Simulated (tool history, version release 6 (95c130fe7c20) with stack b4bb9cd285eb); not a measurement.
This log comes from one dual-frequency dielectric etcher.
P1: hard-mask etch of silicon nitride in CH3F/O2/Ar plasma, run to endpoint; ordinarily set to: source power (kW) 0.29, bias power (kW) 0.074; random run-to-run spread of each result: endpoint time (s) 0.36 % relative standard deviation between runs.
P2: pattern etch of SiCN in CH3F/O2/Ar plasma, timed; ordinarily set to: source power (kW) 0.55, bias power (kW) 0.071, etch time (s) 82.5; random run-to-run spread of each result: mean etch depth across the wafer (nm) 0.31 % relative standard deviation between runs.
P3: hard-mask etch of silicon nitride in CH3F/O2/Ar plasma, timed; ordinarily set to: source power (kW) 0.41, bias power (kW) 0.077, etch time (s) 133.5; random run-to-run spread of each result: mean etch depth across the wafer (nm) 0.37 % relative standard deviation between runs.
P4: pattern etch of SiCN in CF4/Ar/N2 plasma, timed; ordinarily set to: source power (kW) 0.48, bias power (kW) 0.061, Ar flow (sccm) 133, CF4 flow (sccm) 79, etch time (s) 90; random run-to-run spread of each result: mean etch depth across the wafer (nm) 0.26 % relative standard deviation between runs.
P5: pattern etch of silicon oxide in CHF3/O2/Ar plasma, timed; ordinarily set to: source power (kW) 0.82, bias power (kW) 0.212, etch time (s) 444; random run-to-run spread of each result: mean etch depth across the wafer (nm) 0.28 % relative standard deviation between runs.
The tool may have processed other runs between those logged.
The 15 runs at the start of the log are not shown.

run,hour,process that ran,source power (kW),bias power (kW),etch time (s),Ar flow (sccm),CF4 flow (sccm),hours since the last wet clean,hours since the last source power generator calibration,hours since the last bias power generator calibration,endpoint time (s),mean etch depth across the wafer (nm)
16,77.9,P4,0.48,0.061,90,188,79,145.8,1609.4,487.4,,69.862
17,83.2,P1,0.22,0.074,,,,151.1,1614.7,492.7,87.909,
18,88.6,P4,0.48,0.075,90,133,79,156.5,1620.1,498.1,,79.736
19,94.2,P1,0.39,0.074,,,,162.1,1625.7,503.7,71.307,
20,100,P1,0.29,0.048,,,,167.9,1631.5,509.5,92.91,
21,104.5,P5,0.82,0.212,567,,,172.4,1636,514,,1335.3
22,108.4,P5,1.06,0.212,444,,,176.3,1639.9,517.9,,1157.5
23,114.3,P3,0.41,0.077,188.5,,,182.2,1645.8,523.8,,134.6
24,119.9,P1,0.29,0.074,,,,187.8,1651.4,529.4,78.954,
25,125.6,P1,0.29,0.074,,,,193.5,1657.1,535.1,79.892,
# hour 126.1: source power generator calibrated
26,129.8,P1,0.29,0.074,,,,197.7,3.8,539.3,80.287,
27,134.9,P4,0.57,0.061,90,133,79,202.8,8.9,544.4,,86.383
28,141.1,P2,0.55,0.071,82.5,,,209,15.1,550.6,,35.186

Estimate the outcome of run 29 from the log above:
29,146.4,P4,0.48,0.061,90,133,79,214.3,20.4,555.9,,?

For run 29 the tool returned mean etch depth across the wafer (nm) 74.585.

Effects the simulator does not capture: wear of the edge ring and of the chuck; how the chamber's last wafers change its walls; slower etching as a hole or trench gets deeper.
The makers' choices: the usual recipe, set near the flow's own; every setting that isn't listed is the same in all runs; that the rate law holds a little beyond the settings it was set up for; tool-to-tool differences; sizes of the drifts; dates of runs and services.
